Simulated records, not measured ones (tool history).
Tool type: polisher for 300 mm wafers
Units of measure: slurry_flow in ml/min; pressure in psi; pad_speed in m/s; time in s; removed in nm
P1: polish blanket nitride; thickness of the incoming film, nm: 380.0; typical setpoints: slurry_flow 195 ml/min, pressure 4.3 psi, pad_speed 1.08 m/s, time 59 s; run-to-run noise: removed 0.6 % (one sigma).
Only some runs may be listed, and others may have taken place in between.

run 1 hour=6.6 | slurry_flow=195 pressure=4.3 pad_speed=1.08 time=59 | removed=111.64
run 2 hour=14.4 | slurry_flow=195 pressure=4.3 pad_speed=1.56 time=59 | removed=149.32
run 3 hour=24.8 | slurry_flow=115 pressure=4.3 pad_speed=1.08 time=59 | removed=102.18
run 4 hour=35.5 | slurry_flow=195 pressure=2.5 pad_speed=1.08 time=59 | removed=65.359
run 5 hour=43.4 | slurry_flow=195 pressure=4.3 pad_speed=1.6 time=76 | removed=196.12
run 6 hour=50.9 | slurry_flow=115 pressure=4.3 pad_speed=1.08 time=89 | removed=155.24
run 7 hour=61.2 | slurry_flow=195 pressure=4.3 pad_speed=0.56 time=59 | removed=65.719
run 8 hour=67.5 | slurry_flow=195 pressure=4.3 pad_speed=1.08 time=59 | removed=110.6
run 9 hour=79.1 | slurry_flow=195 pressure=4.3 pad_speed=1.08 time=59 | removed=111.48
run 10 hour=90.2 | slurry_flow=195 pressure=5.8 pad_speed=1.08 time=59 | removed=149.79
run 11 hour=100.1 | slurry_flow=195 pressure=4.3 pad_speed=1.08 time=59 | removed=110.84
run 12 hour=110.7 | slurry_flow=195 pressure=4.3 pad_speed=1.08 time=59 | removed=110.91
run 13 hour=116 | slurry_flow=310 pressure=4.3 pad_speed=1.08 time=59 | removed=117.08
run 14 hour=126.9 | slurry_flow=195 pressure=4.3 pad_speed=1.08 time=27 | removed=51.175
run 15 hour=135.1 | slurry_flow=195 pressure=4.3 pad_speed=1.08 time=59 | removed=110.98
run 16 hour=146.8 | slurry_flow=195 pressure=4.3 pad_speed=1.08 time=83 | removed=156.73
run 17 hour=153 | slurry_flow=195 pressure=4.3 pad_speed=1.08 time=59 | removed=110.82
run 18 hour=159.2 | slurry_flow=195 pressure=4.3 pad_speed=1.08 time=59 | removed=112.11
run 19 hour=167 | slurry_flow=195 pressure=4.3 pad_speed=1.08 time=59 | removed=107.54
run 20 hour=176.1 | slurry_flow=195 pressure=4.3 pad_speed=1.08 time=59 | removed=105.24
-- hour=184.9 worn pad replaced by a new one
run 21 hour=187 | slurry_flow=195 pressure=4.3 pad_speed=1.08 time=59 | removed=104.31
run 22 hour=194.9 | slurry_flow=195 pressure=4.3 pad_speed=1.08 time=59 | removed=103.73
run 23 hour=206 | slurry_flow=195 pressure=4.3 pad_speed=1.08 time=59 | removed=103.79
run 24 hour=217.7 | slurry_flow=195 pressure=4.3 pad_speed=1.08 time=59 | removed=103.31

What P1 gives has crept off from where it sat before. The 2 causes that follow fit the log equally well, each at the size noted:
A: head's pressure below its setpoint, % = 7.08
B: slurry flow missing at the pad, % = 35.7
At approximately hour 159.2, the process output began to creep.
Why every other cause is out:
removal rate lost through wear of the pad, %: serviced at hour 184.9, after the change had begun; the process did not return to its earlier output

4 check runs are offered, one wafer each, their results left as question marks. Which one tells the causes apart?
run check 1 hour=229.4 | slurry_flow=195 pressure=4.3 pad_speed=0.6 time=59 | removed=?
run check 2 hour=229.4 | slurry_flow=195 pressure=3.3 pad_speed=1.52 time=59 | removed=?
run check 3 hour=229.4 | slurry_flow=235 pressure=4.3 pad_speed=1.08 time=27 | removed=?
run check 4 hour=229.4 | slurry_flow=115 pressure=2.7 pad_speed=1.08 time=59 | removed=?

How each check would come out, cause by cause:
check=check_1 result=removed if_A=64.648 if_B=64.644
check=check_2 result=removed if_A=104.36 if_B=104.36
check=check_3 result=removed if_A=48.449 if_B=49.017
check=check_4 result=removed if_A=59.271 if_B=56.682
Gap, in per cent, between the two causes that each check separates least, read from the result that separates them most: check 1 0.01 %; check 2 0.01 %; check 3 1.17 %; check 4 4.47 %
Check 4 tells the causes apart: in the others they would give nearly the same result.

After running check 4, the following was obtained: removed 58.675 nm. Which cause does this point to?

The cause is A: head's pressure below its setpoint, %.

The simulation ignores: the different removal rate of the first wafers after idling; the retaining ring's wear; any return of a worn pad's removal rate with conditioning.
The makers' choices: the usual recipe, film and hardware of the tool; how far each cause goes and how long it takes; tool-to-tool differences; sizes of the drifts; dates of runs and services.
